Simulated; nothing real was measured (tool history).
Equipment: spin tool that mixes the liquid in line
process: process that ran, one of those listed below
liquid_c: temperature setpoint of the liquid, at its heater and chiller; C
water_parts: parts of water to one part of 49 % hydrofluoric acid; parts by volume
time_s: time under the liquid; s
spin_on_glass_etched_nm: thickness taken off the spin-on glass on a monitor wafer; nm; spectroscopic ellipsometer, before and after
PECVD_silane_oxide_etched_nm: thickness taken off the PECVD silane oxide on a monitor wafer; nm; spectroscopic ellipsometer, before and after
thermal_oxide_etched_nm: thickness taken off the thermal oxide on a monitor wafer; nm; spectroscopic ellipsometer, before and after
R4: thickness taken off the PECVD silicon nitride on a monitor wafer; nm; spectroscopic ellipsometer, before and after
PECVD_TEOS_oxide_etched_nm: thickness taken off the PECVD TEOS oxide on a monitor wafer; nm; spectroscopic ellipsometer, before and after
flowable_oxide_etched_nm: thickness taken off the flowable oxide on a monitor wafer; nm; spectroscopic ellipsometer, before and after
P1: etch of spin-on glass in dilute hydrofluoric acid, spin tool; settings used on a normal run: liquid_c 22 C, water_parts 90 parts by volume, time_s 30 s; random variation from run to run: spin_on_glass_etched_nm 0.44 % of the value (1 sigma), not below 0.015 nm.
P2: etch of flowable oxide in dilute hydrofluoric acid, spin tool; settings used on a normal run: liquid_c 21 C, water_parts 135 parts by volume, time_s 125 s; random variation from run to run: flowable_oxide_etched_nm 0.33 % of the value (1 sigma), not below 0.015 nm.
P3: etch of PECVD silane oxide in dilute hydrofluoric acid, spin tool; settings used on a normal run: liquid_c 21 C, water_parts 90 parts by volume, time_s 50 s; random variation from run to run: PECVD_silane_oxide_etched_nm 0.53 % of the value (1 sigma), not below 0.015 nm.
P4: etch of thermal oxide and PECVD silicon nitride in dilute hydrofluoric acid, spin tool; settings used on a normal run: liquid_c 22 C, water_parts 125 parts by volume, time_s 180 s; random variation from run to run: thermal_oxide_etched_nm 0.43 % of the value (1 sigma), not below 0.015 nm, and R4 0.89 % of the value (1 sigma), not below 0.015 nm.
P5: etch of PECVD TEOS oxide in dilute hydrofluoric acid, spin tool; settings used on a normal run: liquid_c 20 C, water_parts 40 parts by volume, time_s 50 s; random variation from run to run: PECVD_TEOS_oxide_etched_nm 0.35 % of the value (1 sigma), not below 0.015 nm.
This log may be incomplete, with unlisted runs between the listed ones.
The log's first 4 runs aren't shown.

run 5 hour=53.3 | process=P1 liquid_c=22 water_parts=90 time_s=30 | spin_on_glass_etched_nm=18.627
run 6 hour=69.7 | process=P1 liquid_c=30 water_parts=90 time_s=30 | spin_on_glass_etched_nm=25.473
-- hour=80.8 thermometer replaced
run 7 hour=81.5 | process=P1 liquid_c=28.5 water_parts=90 time_s=15 | spin_on_glass_etched_nm=11.99
run 8 hour=98.4 | process=P1 liquid_c=22 water_parts=90 time_s=30 | spin_on_glass_etched_nm=18.578
run 9 hour=108.3 | process=P5 liquid_c=28.5 water_parts=40 time_s=50 | PECVD_TEOS_oxide_etched_nm=13.711
-- hour=114.2 hydrofluoric acid flow meter replaced
run 10 hour=123 | process=P5 liquid_c=20 water_parts=40 time_s=15 | PECVD_TEOS_oxide_etched_nm=2.8587
run 11 hour=138.5 | process=P4 liquid_c=22 water_parts=125 time_s=15 | thermal_oxide_etched_nm=0.50849 R4=0.22485
run 12 hour=151 | process=P1 liquid_c=22 water_parts=140 time_s=30 | spin_on_glass_etched_nm=11.336
run 13 hour=164.3 | process=P2 liquid_c=21 water_parts=135 time_s=125 | flowable_oxide_etched_nm=29.616
run 14 hour=176.5 | process=P5 liquid_c=20 water_parts=40 time_s=50 | PECVD_TEOS_oxide_etched_nm=9.6034
run 15 hour=193.3 | process=P4 liquid_c=22 water_parts=125 time_s=180 | thermal_oxide_etched_nm=6.0192 R4=2.6166
run 16 hour=201.3 | process=P1 liquid_c=17 water_parts=90 time_s=30 | spin_on_glass_etched_nm=15.181
run 17 hour=212.9 | process=P3 liquid_c=21 water_parts=150 time_s=50 | PECVD_silane_oxide_etched_nm=9.534
run 18 hour=226.6 | process=P5 liquid_c=20 water_parts=40 time_s=50 | PECVD_TEOS_oxide_etched_nm=9.5373
run 19 hour=243.7 | process=P4 liquid_c=17 water_parts=125 time_s=180 | thermal_oxide_etched_nm=4.9664 R4=1.8487
run 20 hour=256 | process=P1 liquid_c=22 water_parts=90 time_s=30 | spin_on_glass_etched_nm=18.667
run 21 hour=271.1 | process=P4 liquid_c=22 water_parts=125 time_s=180 | thermal_oxide_etched_nm=6.0561 R4=2.6163
run 22 hour=283.8 | process=P1 liquid_c=22 water_parts=90 time_s=30 | spin_on_glass_etched_nm=18.62
run 23 hour=295 | process=P1 liquid_c=22 water_parts=90 time_s=15 | spin_on_glass_etched_nm=9.2594
run 24 hour=302.6 | process=P3 liquid_c=21 water_parts=90 time_s=50 | PECVD_silane_oxide_etched_nm=16.949
run 25 hour=312.1 | process=P5 liquid_c=20 water_parts=20 time_s=50 | PECVD_TEOS_oxide_etched_nm=19.599
run 26 hour=326.6 | process=P2 liquid_c=21 water_parts=50 time_s=125 | flowable_oxide_etched_nm=87.993
run 27 hour=336.2 | process=P3 liquid_c=21 water_parts=90 time_s=50 | PECVD_silane_oxide_etched_nm=17.075
run 28 hour=345.6 | process=P1 liquid_c=22 water_parts=40 time_s=30 | spin_on_glass_etched_nm=45.1

Expected results for the next run?
run 29 hour=360.5 | process=P1 liquid_c=22 water_parts=90 time_s=60 | spin_on_glass_etched_nm=?

spin_on_glass_etched_nm: 37.338 nm

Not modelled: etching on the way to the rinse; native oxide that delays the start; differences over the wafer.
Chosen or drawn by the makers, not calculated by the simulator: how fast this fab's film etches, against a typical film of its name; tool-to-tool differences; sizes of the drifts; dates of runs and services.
